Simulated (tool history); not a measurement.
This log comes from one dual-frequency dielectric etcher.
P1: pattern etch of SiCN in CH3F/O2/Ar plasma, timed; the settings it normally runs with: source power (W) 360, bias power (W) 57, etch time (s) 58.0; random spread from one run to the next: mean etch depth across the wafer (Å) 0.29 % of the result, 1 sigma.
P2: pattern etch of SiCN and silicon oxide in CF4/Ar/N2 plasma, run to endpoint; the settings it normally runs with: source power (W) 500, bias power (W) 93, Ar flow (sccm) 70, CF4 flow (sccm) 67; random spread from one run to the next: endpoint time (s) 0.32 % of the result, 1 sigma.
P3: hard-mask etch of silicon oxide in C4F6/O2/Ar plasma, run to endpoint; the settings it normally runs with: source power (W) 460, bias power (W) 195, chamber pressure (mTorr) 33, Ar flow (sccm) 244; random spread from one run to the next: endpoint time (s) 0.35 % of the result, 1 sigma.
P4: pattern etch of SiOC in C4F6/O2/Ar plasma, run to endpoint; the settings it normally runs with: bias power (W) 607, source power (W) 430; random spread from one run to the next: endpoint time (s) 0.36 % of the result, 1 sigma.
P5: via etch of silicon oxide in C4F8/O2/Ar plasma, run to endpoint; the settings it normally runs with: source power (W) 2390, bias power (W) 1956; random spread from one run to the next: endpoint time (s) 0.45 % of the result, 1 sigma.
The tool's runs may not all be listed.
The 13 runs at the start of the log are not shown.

run,day,process that ran,source power (W),bias power (W),etch time (s),chamber pressure (mTorr),Ar flow (sccm),CF4 flow (sccm),mean etch depth across the wafer (Å),endpoint time (s)
14,4.383,P1,360,57,58.0,,,,196.62,
15,4.750,P5,2390,1443,,,,,,244.2900
16,5.167,P1,290,57,58.0,,,,181.47,
17,5.554,P3,460,159,,33,244,,,57.4290
18,5.979,P1,360,57,58.0,,,,197.23,
19,6.338,P1,360,57,58.0,,,,197.26,
20,6.588,P3,460,195,,42,244,,,55.3290
21,6.975,P1,360,57,58.0,,,,196.60,
22,7.246,P1,490,57,58.0,,,,221.15,
23,7.462,P1,360,57,71.5,,,,242.67,
24,7.696,P1,280,57,78.0,,,,240.88,
25,7.962,P4,280,607,,,,,,15.8740
26,8.283,P2,500,93,,,70,67,,8.0336
27,8.696,P2,500,125,,,70,67,,7.1916
28,9.158,P5,2390,1956,,,,,,224.6800

Predict the results of run 29:
29,9.412,P1,360,45,58.0,,,,?,

{"run 29": {"mean etch depth across the wafer (Å)": 182.38}}
